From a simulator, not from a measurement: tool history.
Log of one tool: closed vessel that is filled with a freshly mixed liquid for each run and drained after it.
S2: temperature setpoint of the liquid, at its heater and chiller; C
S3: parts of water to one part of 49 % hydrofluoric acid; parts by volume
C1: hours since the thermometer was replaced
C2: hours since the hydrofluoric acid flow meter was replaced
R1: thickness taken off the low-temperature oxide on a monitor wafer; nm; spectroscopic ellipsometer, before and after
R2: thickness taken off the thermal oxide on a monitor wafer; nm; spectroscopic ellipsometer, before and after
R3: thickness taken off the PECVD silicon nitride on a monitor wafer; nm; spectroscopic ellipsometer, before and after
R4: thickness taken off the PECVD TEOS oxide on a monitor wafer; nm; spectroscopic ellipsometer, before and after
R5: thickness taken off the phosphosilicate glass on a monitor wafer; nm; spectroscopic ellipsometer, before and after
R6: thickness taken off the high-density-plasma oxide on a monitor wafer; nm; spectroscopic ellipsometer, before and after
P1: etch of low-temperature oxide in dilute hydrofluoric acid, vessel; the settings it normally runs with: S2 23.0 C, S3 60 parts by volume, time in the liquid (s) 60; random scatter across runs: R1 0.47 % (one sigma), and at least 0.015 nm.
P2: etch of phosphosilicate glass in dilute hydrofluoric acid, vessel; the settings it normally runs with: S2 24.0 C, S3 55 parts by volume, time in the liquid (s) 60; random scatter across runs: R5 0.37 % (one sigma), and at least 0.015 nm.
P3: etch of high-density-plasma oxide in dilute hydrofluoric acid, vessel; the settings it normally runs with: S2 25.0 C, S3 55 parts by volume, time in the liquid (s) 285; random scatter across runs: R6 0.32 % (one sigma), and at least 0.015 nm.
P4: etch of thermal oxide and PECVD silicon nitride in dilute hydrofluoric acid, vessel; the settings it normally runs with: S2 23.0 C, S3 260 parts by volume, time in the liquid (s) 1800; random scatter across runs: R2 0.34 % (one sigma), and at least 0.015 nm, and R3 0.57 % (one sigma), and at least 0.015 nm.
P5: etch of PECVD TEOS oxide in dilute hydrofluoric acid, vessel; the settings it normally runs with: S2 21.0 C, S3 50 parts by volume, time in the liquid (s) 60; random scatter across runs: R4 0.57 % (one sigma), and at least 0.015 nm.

run 1 hour=11.6 | process_that_ran=P1 S2=23.0 S3=60 time_in_the_liquid_(s)=60 | C1=315.1 C2=961.9 | R1=34.524
run 2 hour=21.9 | process_that_ran=P1 S2=23.0 S3=60 time_in_the_liquid_(s)=60 | C1=325.4 C2=972.2 | R1=34.214
run 3 hour=32.2 | process_that_ran=P4 S2=18.5 S3=260 time_in_the_liquid_(s)=1800 | C1=335.7 C2=982.5 | R2=22.020 R3=27.232
run 4 hour=42.2 | process_that_ran=P5 S2=21.0 S3=50 time_in_the_liquid_(s)=110 | C1=345.7 C2=992.5 | R4=37.915
run 5 hour=49.1 | process_that_ran=P2 S2=24.0 S3=55 time_in_the_liquid_(s)=60 | C1=352.6 C2=999.4 | R5=162.380
run 6 hour=56.6 | process_that_ran=P1 S2=23.0 S3=60 time_in_the_liquid_(s)=115 | C1=360.1 C2=1006.9 | R1=66.500
run 7 hour=69.4 | process_that_ran=P2 S2=24.0 S3=55 time_in_the_liquid_(s)=60 | C1=372.9 C2=1019.7 | R5=162.210
run 8 hour=78.5 | process_that_ran=P3 S2=25.0 S3=55 time_in_the_liquid_(s)=285 | C1=382.0 C2=1028.8 | R6=29.4630
run 9 hour=87.2 | process_that_ran=P4 S2=23.0 S3=260 time_in_the_liquid_(s)=1800 | C1=390.7 C2=1037.5 | R2=25.947 R3=36.795
run 10 hour=93.2 | process_that_ran=P4 S2=23.0 S3=260 time_in_the_liquid_(s)=3075 | C1=396.7 C2=1043.5 | R2=44.244 R3=62.685
run 11 hour=104.7 | process_that_ran=P1 S2=29.0 S3=60 time_in_the_liquid_(s)=60 | C1=408.2 C2=1055.0 | R1=43.172
run 12 hour=112.5 | process_that_ran=P5 S2=17.0 S3=50 time_in_the_liquid_(s)=60 | C1=416.0 C2=1062.8 | R4=17.418
run 13 hour=120.9 | process_that_ran=P1 S2=23.0 S3=30 time_in_the_liquid_(s)=60 | C1=424.4 C2=1071.2 | R1=71.670
run 14 hour=131.8 | process_that_ran=P2 S2=24.0 S3=55 time_in_the_liquid_(s)=30 | C1=435.3 C2=1082.1 | R5=81.095
run 15 hour=144.4 | process_that_ran=P2 S2=17.5 S3=55 time_in_the_liquid_(s)=60 | C1=447.9 C2=1094.7 | R5=123.300
run 16 hour=152.8 | process_that_ran=P1 S2=17.0 S3=60 time_in_the_liquid_(s)=60 | C1=456.3 C2=1103.1 | R1=26.778
run 17 hour=160.9 | process_that_ran=P5 S2=21.0 S3=25 time_in_the_liquid_(s)=60 | C1=464.4 C2=1111.2 | R4=42.547
run 18 hour=170.0 | process_that_ran=P1 S2=23.0 S3=60 time_in_the_liquid_(s)=60 | C1=473.5 C2=1120.3 | R1=34.366
run 19 hour=176.7 | process_that_ran=P1 S2=23.0 S3=60 time_in_the_liquid_(s)=60 | C1=480.2 C2=1127.0 | R1=34.366
run 20 hour=188.9 | process_that_ran=P5 S2=21.0 S3=50 time_in_the_liquid_(s)=60 | C1=492.4 C2=1139.2 | R4=20.495
run 21 hour=196.4 | process_that_ran=P1 S2=23.0 S3=100 time_in_the_liquid_(s)=60 | C1=499.9 C2=1146.7 | R1=19.560
run 22 hour=202.2 | process_that_ran=P1 S2=27.5 S3=60 time_in_the_liquid_(s)=105 | C1=505.7 C2=1152.5 | R1=72.124
run 23 hour=214.6 | process_that_ran=P2 S2=24.0 S3=20 time_in_the_liquid_(s)=60 | C1=518.1 C2=1164.9 | R5=470.720
run 24 hour=226.7 | process_that_ran=P3 S2=21.0 S3=55 time_in_the_liquid_(s)=285 | C1=530.2 C2=1177.0 | R6=24.9600
run 25 hour=232.3 | process_that_ran=P3 S2=25.0 S3=55 time_in_the_liquid_(s)=50 | C1=535.8 C2=1182.6 | R6=5.1679
run 26 hour=238.1 | process_that_ran=P1 S2=23.0 S3=60 time_in_the_liquid_(s)=30 | C1=541.6 C2=1188.4 | R1=17.127
run 27 hour=247.8 | process_that_ran=P1 S2=23.0 S3=60 time_in_the_liquid_(s)=60 | C1=551.3 C2=1198.1 | R1=34.443
run 28 hour=259.9 | process_that_ran=P4 S2=23.0 S3=155 time_in_the_liquid_(s)=1800 | C1=563.4 C2=1210.2 | R2=48.381 R3=60.341
run 29 hour=270.6 | process_that_ran=P3 S2=25.0 S3=85 time_in_the_liquid_(s)=285 | C1=574.1 C2=1220.9 | R6=18.1850
run 30 hour=276.4 | process_that_ran=P3 S2=25.0 S3=55 time_in_the_liquid_(s)=285 | C1=579.9 C2=1226.7 | R6=29.4670
run 31 hour=285.7 | process_that_ran=P1 S2=23.0 S3=60 time_in_the_liquid_(s)=60 | C1=589.2 C2=1236.0 | R1=34.573
run 32 hour=292.0 | process_that_ran=P1 S2=23.0 S3=60 time_in_the_liquid_(s)=60 | C1=595.5 C2=1242.3 | R1=35.584
run 33 hour=304.2 | process_that_ran=P1 S2=23.0 S3=60 time_in_the_liquid_(s)=60 | C1=607.7 C2=1254.5 | R1=36.977
run 34 hour=315.9 | process_that_ran=P1 S2=23.0 S3=60 time_in_the_liquid_(s)=60 | C1=619.4 C2=1266.2 | R1=37.583
run 35 hour=321.5 | process_that_ran=P1 S2=23.0 S3=60 time_in_the_liquid_(s)=60 | C1=625.0 C2=1271.8 | R1=37.772
run 36 hour=332.2 | process_that_ran=P1 S2=23.0 S3=60 time_in_the_liquid_(s)=60 | C1=635.7 C2=1282.5 | R1=37.723
run 37 hour=342.5 | process_that_ran=P1 S2=23.0 S3=60 time_in_the_liquid_(s)=60 | C1=646.0 C2=1292.8 | R1=37.860

P1 has crept away from where it was. The log is fitted equally well by each of these 2 causes, at the sizes shown:
A: hydrofluoric acid flow above the setpoint (%) = 9.66
B: liquid hotter than its thermometer reads (K) = 2.43
The gradual shift began around hour 285.7.

The check runs listed below each take one wafer, and their results are still question marks. Under which run would the listed causes lead to clearly different results?
run check 1 hour=352.8 | process_that_ran=P4 S2=23.0 S3=260 time_in_the_liquid_(s)=1800 | R2=? R3=?
run check 2 hour=352.8 | process_that_ran=P5 S2=21.0 S3=50 time_in_the_liquid_(s)=60 | R4=?
run check 3 hour=352.8 | process_that_ran=P2 S2=24.0 S3=55 time_in_the_liquid_(s)=60 | R5=?
run check 4 hour=352.8 | process_that_ran=P3 S2=25.0 S3=55 time_in_the_liquid_(s)=285 | R6=?

Expected result of each check under each candidate cause:
check=check_1 result=R2 if_A=29.120 if_B=28.292
check=check_1 result=R3 if_A=40.009 if_B=42.450
check=check_2 result=R4 if_A=22.678 if_B=22.766
check=check_3 result=R5 if_A=179.780 if_B=179.810
check=check_4 result=R6 if_A=32.4780 if_B=32.4510
Minimum pairwise separation of causes per check, each pair taken at its best-separating result: check 1 5.92 %; check 2 0.39 %; check 3 0.01 %; check 4 0.08 %
Check 1 tells the causes apart: in the others they would give nearly the same result.

Then check 1 was run and gave: R2 28.250 nm; R3 42.126 nm. Which cause is it?

It was cause B: liquid hotter than its thermometer reads (K).
